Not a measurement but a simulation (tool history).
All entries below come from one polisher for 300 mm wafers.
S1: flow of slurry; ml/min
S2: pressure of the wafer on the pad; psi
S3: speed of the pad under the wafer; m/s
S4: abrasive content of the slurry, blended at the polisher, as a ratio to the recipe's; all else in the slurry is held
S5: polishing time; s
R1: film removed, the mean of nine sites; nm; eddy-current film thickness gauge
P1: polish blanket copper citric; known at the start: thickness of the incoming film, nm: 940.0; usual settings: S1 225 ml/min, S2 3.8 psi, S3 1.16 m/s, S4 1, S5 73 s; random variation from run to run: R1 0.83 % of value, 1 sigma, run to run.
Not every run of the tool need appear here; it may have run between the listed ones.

run 1 hour=7.5 | S1=225 S2=3.8 S3=1.16 S4=1 S5=73 | R1=262.21
run 2 hour=13.4 | S1=225 S2=3.8 S3=1.16 S4=1 S5=73 | R1=260.43
run 3 hour=19.1 | S1=225 S2=3.8 S3=1.16 S4=1.2 S5=73 | R1=270.33
run 4 hour=25.1 | S1=355 S2=3.8 S3=1.16 S4=1 S5=73 | R1=270.09
run 5 hour=35.6 | S1=225 S2=3.8 S3=1.16 S4=1 S5=38 | R1=136.27
run 6 hour=43 | S1=225 S2=4.9 S3=1.16 S4=0.65 S5=73 | R1=307.61
run 7 hour=48.6 | S1=225 S2=3.8 S3=1.16 S4=1 S5=73 | R1=261.96
run 8 hour=56 | S1=225 S2=5.1 S3=1.16 S4=1 S5=73 | R1=344.76
run 9 hour=64.9 | S1=225 S2=3.8 S3=1.16 S4=1 S5=73 | R1=260.99
run 10 hour=71.6 | S1=225 S2=3.8 S3=0.88 S4=1 S5=51 | R1=137.08
-- hour=79.4 worn pad replaced by a new one
run 11 hour=81.2 | S1=225 S2=3.8 S3=1.16 S4=1 S5=105 | R1=373.6
run 12 hour=90.2 | S1=225 S2=3.8 S3=1.16 S4=1 S5=73 | R1=260.16
run 13 hour=96.3 | S1=325 S2=5.3 S3=1.16 S4=1 S5=73 | R1=374.62
run 14 hour=104.4 | S1=225 S2=3.8 S3=1.16 S4=1 S5=73 | R1=258.67
run 15 hour=113.4 | S1=225 S2=3.8 S3=1.16 S4=0.65 S5=73 | R1=239.34
run 16 hour=123.5 | S1=135 S2=3.8 S3=1.16 S4=1 S5=73 | R1=239.08
run 17 hour=131.1 | S1=225 S2=2.2 S3=1.16 S4=1 S5=73 | R1=151.95
run 18 hour=141.3 | S1=225 S2=3.8 S3=0.54 S4=1 S5=73 | R1=122.45
run 19 hour=147.1 | S1=225 S2=3.8 S3=1.6 S4=1 S5=73 | R1=359.16
run 20 hour=156.7 | S1=225 S2=3.8 S3=1.16 S4=1 S5=73 | R1=258.41
run 21 hour=165.8 | S1=225 S2=3.8 S3=1.16 S4=1 S5=73 | R1=253.87
run 22 hour=171.1 | S1=225 S2=3.8 S3=1.16 S4=1 S5=73 | R1=250.9
run 23 hour=181.8 | S1=225 S2=3.8 S3=1.16 S4=1 S5=73 | R1=245.52

Run 24 is up next; what results do you expect?
-- hour=190.3 head pressure recalibrated
run 24 hour=191.4 | S1=225 S2=3.8 S3=1.16 S4=1 S5=73 | R1=?

Run 24 produced R1 247.05 nm.

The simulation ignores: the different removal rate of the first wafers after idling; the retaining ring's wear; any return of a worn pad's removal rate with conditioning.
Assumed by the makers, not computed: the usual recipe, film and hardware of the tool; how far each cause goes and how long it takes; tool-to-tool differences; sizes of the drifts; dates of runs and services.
